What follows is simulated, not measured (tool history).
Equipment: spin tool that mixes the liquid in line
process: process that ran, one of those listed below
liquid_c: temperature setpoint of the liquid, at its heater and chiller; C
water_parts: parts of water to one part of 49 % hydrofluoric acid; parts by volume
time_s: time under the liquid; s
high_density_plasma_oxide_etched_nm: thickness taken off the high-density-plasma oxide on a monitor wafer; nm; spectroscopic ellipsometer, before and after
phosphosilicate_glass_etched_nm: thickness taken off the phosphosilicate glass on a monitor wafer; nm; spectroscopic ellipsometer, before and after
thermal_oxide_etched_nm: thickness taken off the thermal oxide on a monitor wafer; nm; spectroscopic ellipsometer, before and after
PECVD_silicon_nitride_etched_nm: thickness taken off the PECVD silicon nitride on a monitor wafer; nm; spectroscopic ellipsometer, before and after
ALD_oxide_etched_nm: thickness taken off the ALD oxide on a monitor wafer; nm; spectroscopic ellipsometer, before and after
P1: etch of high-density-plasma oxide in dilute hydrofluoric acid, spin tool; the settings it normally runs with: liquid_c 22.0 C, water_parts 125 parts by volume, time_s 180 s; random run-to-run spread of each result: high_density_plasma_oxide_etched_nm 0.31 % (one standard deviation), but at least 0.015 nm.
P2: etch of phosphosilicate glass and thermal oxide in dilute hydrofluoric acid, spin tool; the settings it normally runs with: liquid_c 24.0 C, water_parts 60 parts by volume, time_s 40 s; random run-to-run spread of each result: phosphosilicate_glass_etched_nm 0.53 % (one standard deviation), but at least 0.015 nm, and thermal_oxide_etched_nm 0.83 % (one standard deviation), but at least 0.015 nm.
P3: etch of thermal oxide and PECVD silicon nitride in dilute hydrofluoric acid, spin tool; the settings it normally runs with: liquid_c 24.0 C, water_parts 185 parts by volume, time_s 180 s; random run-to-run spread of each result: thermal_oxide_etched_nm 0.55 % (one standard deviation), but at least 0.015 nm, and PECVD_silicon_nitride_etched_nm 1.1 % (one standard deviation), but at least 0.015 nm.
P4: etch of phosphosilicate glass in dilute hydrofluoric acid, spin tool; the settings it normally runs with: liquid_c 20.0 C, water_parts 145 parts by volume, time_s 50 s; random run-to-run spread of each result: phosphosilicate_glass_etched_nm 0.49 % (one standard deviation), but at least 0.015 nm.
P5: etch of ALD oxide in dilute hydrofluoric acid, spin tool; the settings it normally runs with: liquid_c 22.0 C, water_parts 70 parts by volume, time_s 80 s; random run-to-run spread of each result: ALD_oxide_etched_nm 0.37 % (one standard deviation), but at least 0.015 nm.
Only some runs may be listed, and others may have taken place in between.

run	hour	process	liquid_c	water_parts	time_s	hours since the thermometer was replaced	hours since the hydrofluoric acid flow meter was replaced	high_density_plasma_oxide_etched_nm	phosphosilicate_glass_etched_nm	thermal_oxide_etched_nm	PECVD_silicon_nitride_etched_nm	ALD_oxide_etched_nm
1	10.3	P1	22.0	125	180	1187.5	490.3	11.0090				
2	15.3	P1	22.0	70	180	1192.5	495.3	21.0510				
3	24.6	P4	20.0	145	25	1201.8	504.6		17.452			
4	33.6	P3	24.0	75	180	1210.8	513.6			11.4780	4.9111	
5	43.7	P1	22.0	125	275	1220.9	523.7	16.8790				
# hour 47.3: hydrofluoric acid flow meter replaced
6	53.5	P1	22.0	180	100	1230.7	6.2	4.0372				
7	59.9	P5	22.0	70	80	1237.1	12.6					10.7720
8	68.5	P1	17.0	125	180	1245.7	21.2	8.9811				
9	77.1	P2	24.0	40	40	1254.3	29.8		79.338	5.1336		
10	85.0	P1	22.0	180	180	1262.2	37.7	7.2454				
11	90.4	P5	17.5	70	80	1267.6	43.1					8.8176
12	97.8	P2	29.0	60	40	1275.0	50.5		63.448	4.0281		
13	104.4	P2	24.0	60	80	1281.6	57.1		103.520	6.6136		
14	109.8	P5	22.0	70	15	1287.0	62.5					2.0308
15	119.5	P3	24.0	185	180	1296.7	72.2			4.1123	2.0194	
16	126.3	P4	20.0	65	50	1303.5	79.0		84.774			
17	136.1	P5	22.0	115	80	1313.3	88.8					6.1708
18	141.0	P3	24.0	185	360	1318.2	93.7			8.2288	4.1152	
19	149.7	P4	20.0	145	50	1326.9	102.4		34.857			
20	159.1	P3	18.0	185	180	1336.3	111.8			3.2692	1.3957	
21	166.0	P1	22.0	125	180	1343.2	118.7	11.0360				
22	174.9	P1	22.0	125	180	1352.1	127.6	11.0160				
23	184.6	P1	22.0	125	180	1361.8	137.3	11.0380				
24	195.8	P1	22.0	125	80	1373.0	148.5	4.8988				
25	206.8	P1	27.5	125	280	1384.0	159.5	21.3040				
26	217.4	P1	29.0	125	180	1394.6	170.1	14.4670				
27	224.2	P2	24.0	60	40	1401.4	176.9		51.882	3.2991		
28	233.1	P2	24.0	60	40	1410.3	185.8		52.230	3.2995		
29	240.5	P4	24.0	145	50	1417.7	193.2		40.937			
30	249.8	P1	22.0	125	180	1427.0	202.5	11.0860				
31	259.6	P5	22.0	70	80	1436.8	212.3					10.7000
32	270.1	P1	22.0	125	180	1447.3	222.8	11.0350				
33	278.9	P1	22.0	125	180	1456.1	231.6	10.7630				
34	289.2	P1	22.0	125	180	1466.4	241.9	10.5340				
35	295.9	P1	22.0	125	180	1473.1	248.6	10.4470				
36	306.6	P1	22.0	125	180	1483.8	259.3	10.3690				
37	315.6	P1	22.0	125	180	1492.8	268.3	10.3670				
38	325.8	P1	22.0	125	180	1503.0	278.5	10.2920				
39	337.1	P1	22.0	125	180	1514.3	289.8	10.2790				
40	345.0	P1	22.0	125	180	1522.2	297.7	10.2330				
41	353.8	P1	22.0	125	180	1531.0	306.5	10.2060				

What P1 gives has crept away from where it was. These 2 causes fit the log equally well, each at the size given:
A: liquid colder than its thermometer reads (K) = 1.81
B: hydrofluoric acid flow below the setpoint (%) = 6.12
Onset of the creep was near hour 270.1.

Which of the check runs below tells the causes apart, meaning the causes would give it clearly different results? Each run uses 3 wafers whose results are averaged, and each result is shown as a question mark.
check 1	362.6	P2	28.5	60	55				?	?		
check 2	362.6	P3	24.0	120	180					?	?	
check 3	362.6	P4	20.0	85	30				?			
check 4	362.6	P5	22.0	110	20							?

Expected result of each check under each candidate cause:
check	result	if A	if B
check 1	phosphosilicate_glass_etched_nm	79.347	79.581
check 1	thermal_oxide_etched_nm	5.0812	5.0961
check 2	thermal_oxide_etched_nm	6.3365	6.3294
check 2	PECVD_silicon_nitride_etched_nm	2.7724	2.9343
check 3	phosphosilicate_glass_etched_nm	35.265	35.485
check 4	ALD_oxide_etched_nm	1.5102	1.5129
Per-check spread between the two closest causes, in the result where they differ most: check 1 0.29 %; check 2 5.67 %; check 3 0.62 %; check 4 0.18 %
Check 2 tells the causes apart: in the others they would give nearly the same result.

Here is what check 2 returned: thermal_oxide_etched_nm 6.3567 nm; PECVD_silicon_nitride_etched_nm 2.9029 nm. Which cause is it?

The correct cause is B, namely: hydrofluoric acid flow below the setpoint (%).
